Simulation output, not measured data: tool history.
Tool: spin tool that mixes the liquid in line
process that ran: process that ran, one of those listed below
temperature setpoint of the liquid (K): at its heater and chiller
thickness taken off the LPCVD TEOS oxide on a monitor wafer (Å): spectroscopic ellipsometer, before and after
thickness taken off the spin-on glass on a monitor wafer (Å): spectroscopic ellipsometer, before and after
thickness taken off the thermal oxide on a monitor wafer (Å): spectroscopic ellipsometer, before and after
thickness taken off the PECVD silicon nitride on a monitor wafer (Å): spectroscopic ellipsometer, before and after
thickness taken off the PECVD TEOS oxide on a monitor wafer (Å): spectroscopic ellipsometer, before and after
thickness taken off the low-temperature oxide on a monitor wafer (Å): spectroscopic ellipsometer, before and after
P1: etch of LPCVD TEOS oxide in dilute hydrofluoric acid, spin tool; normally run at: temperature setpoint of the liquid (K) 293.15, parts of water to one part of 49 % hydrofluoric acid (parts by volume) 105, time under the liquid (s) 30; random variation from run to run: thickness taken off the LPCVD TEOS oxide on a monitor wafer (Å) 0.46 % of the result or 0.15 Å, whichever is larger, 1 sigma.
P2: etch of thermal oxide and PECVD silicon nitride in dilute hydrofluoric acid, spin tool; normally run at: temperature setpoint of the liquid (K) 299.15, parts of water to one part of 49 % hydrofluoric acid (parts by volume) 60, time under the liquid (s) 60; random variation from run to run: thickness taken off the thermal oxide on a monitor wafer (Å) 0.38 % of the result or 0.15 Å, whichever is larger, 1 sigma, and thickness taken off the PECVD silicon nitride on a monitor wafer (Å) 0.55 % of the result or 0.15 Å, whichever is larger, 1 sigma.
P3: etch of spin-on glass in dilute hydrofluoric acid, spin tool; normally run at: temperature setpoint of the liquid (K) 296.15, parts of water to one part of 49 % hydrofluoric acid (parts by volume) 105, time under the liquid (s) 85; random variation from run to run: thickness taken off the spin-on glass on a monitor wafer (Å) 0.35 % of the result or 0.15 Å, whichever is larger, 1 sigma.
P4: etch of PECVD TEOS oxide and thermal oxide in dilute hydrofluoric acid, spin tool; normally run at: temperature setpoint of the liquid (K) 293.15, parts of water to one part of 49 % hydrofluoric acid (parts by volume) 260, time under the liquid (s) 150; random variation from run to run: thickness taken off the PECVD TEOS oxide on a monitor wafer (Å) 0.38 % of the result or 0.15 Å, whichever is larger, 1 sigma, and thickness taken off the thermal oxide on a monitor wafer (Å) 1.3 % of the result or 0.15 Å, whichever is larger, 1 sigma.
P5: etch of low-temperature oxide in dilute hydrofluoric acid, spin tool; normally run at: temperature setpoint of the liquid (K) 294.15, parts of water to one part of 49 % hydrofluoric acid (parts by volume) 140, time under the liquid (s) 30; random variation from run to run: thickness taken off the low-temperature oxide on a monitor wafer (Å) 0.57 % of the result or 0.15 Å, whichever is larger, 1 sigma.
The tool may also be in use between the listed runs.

run,hour,process that ran,temperature setpoint of the liquid (K),parts of water to one part of 49 % hydrofluoric acid (parts by volume),time under the liquid (s),hours since the thermometer was replaced,hours since the hydrofluoric acid flow meter was replaced,thickness taken off the LPCVD TEOS oxide on a monitor wafer (Å),thickness taken off the spin-on glass on a monitor wafer (Å),thickness taken off the thermal oxide on a monitor wafer (Å),thickness taken off the PECVD silicon nitride on a monitor wafer (Å),thickness taken off the PECVD TEOS oxide on a monitor wafer (Å),thickness taken off the low-temperature oxide on a monitor wafer (Å)
1,5.4,P1,293.15,105,30,710.5,127.8,60.296,,,,,
2,10.3,P1,293.15,105,30,715.4,132.7,60.548,,,,,
3,15.6,P1,293.15,105,60,720.7,138.0,121.030,,,,,
4,19.9,P3,296.15,105,85,725.0,142.3,,238.120,,,,
5,24.4,P3,296.15,180,85,729.5,146.8,,127.110,,,,
# hour 27.4: hydrofluoric acid flow meter replaced
6,29.0,P1,293.15,145,30,734.1,1.6,42.096,,,,,
7,34.6,P2,294.15,60,60,739.7,7.2,,,42.212,46.444,,
8,37.9,P1,293.15,105,15,743.0,10.5,30.362,,,,,
9,41.1,P1,297.65,105,30,746.2,13.7,72.620,,,,,
10,46.1,P1,293.15,105,30,751.2,18.7,60.457,,,,,
11,51.2,P3,296.15,105,85,756.3,23.8,,237.650,,,,
12,55.1,P4,293.15,260,295,760.2,27.7,,,41.180,,175.030,
13,60.6,P1,293.15,105,30,765.7,33.2,60.768,,,,,
14,63.9,P2,299.15,60,60,769.0,36.5,,,51.516,65.112,,
15,69.1,P4,297.65,260,150,774.2,41.7,,,24.942,,105.360,
16,73.4,P5,290.15,140,30,778.5,46.0,,,,,,46.253
17,76.2,P5,294.15,140,30,781.3,48.8,,,,,,54.653
18,79.7,P1,290.15,185,30,784.8,52.3,27.809,,,,,
19,85.3,P5,294.15,140,60,790.4,57.9,,,,,,108.310
20,91.0,P1,293.15,55,30,796.1,63.6,122.380,,,,,
21,94.3,P1,297.15,105,50,799.4,66.9,118.210,,,,,
22,98.0,P4,293.15,45,150,803.1,70.6,,,151.780,,644.940,
23,101.3,P1,293.15,105,30,806.4,73.9,60.561,,,,,
24,105.5,P3,290.15,105,85,810.6,78.1,,185.240,,,,
25,111.3,P4,293.15,260,150,816.4,83.9,,,20.906,,89.338,
26,117.2,P5,294.15,205,30,822.3,89.8,,,,,,34.220
27,121.5,P3,296.15,105,35,826.6,94.1,,97.887,,,,
28,124.4,P1,290.15,105,30,829.5,97.0,54.152,,,,,
29,130.6,P1,297.65,105,15,835.7,103.2,35.977,,,,,
30,133.8,P1,293.15,105,30,838.9,106.4,60.445,,,,,
31,139.6,P2,299.15,100,60,844.7,112.2,,,29.496,39.035,,
32,145.5,P2,299.15,60,15,850.6,118.1,,,13.306,16.526,,
33,150.6,P1,293.15,105,30,855.7,123.2,60.736,,,,,
34,153.6,P1,293.15,105,30,858.7,126.2,59.540,,,,,
35,159.8,P1,293.15,105,30,864.9,132.4,57.624,,,,,
36,166.0,P1,293.15,105,30,871.1,138.6,57.478,,,,,
37,172.0,P1,293.15,105,30,877.1,144.6,57.119,,,,,
38,178.4,P1,293.15,105,30,883.5,151.0,56.942,,,,,
39,183.2,P1,293.15,105,30,888.3,155.8,56.136,,,,,
40,186.7,P1,293.15,105,30,891.8,159.3,56.298,,,,,
41,190.0,P1,293.15,105,30,895.1,162.6,55.995,,,,,
42,193.8,P1,293.15,105,30,898.9,166.4,56.177,,,,,

What P1 gives has crept away from where it was. These 2 causes fit the log equally well, each at the size given:
A: hydrofluoric acid flow below the setpoint (%) = 6.39
B: liquid colder than its thermometer reads (K) = 1.79
The creep began at about hour 150.6.

4 check runs are offered, one wafer each, their results left as question marks. Which one tells the causes apart?
check 1,197.6,P4,293.15,50,150,,,,,?,,?,
check 2,197.6,P5,294.15,140,45,,,,,,,,?
check 3,197.6,P3,290.65,105,85,,,,?,,,,
check 4,197.6,P2,294.65,60,60,,,,,?,?,,

What each check would give under each cause:
check,result,if A,if B
check 1,thickness taken off the thermal oxide on a monitor wafer (Å),126.260,125.440
check 1,thickness taken off the PECVD TEOS oxide on a monitor wafer (Å),538.530,535.040
check 2,thickness taken off the low-temperature oxide on a monitor wafer (Å),75.241,75.597
check 3,thickness taken off the spin-on glass on a monitor wafer (Å),176.290,175.930
check 4,thickness taken off the thermal oxide on a monitor wafer (Å),40.120,39.960
check 4,thickness taken off the PECVD silicon nitride on a monitor wafer (Å),45.081,42.512
How far apart the two closest causes lie, in the result that separates them most: check 1 0.65 %; check 2 0.47 %; check 3 0.21 %; check 4 5.87 %
Only check 4 tells the causes apart: in the others they would give nearly the same result.

Check 4 was then run and gave: thickness taken off the thermal oxide on a monitor wafer (Å) 39.784; thickness taken off the PECVD silicon nitride on a monitor wafer (Å) 42.774. Which cause is it?

It is B: liquid colder than its thermometer reads (K).
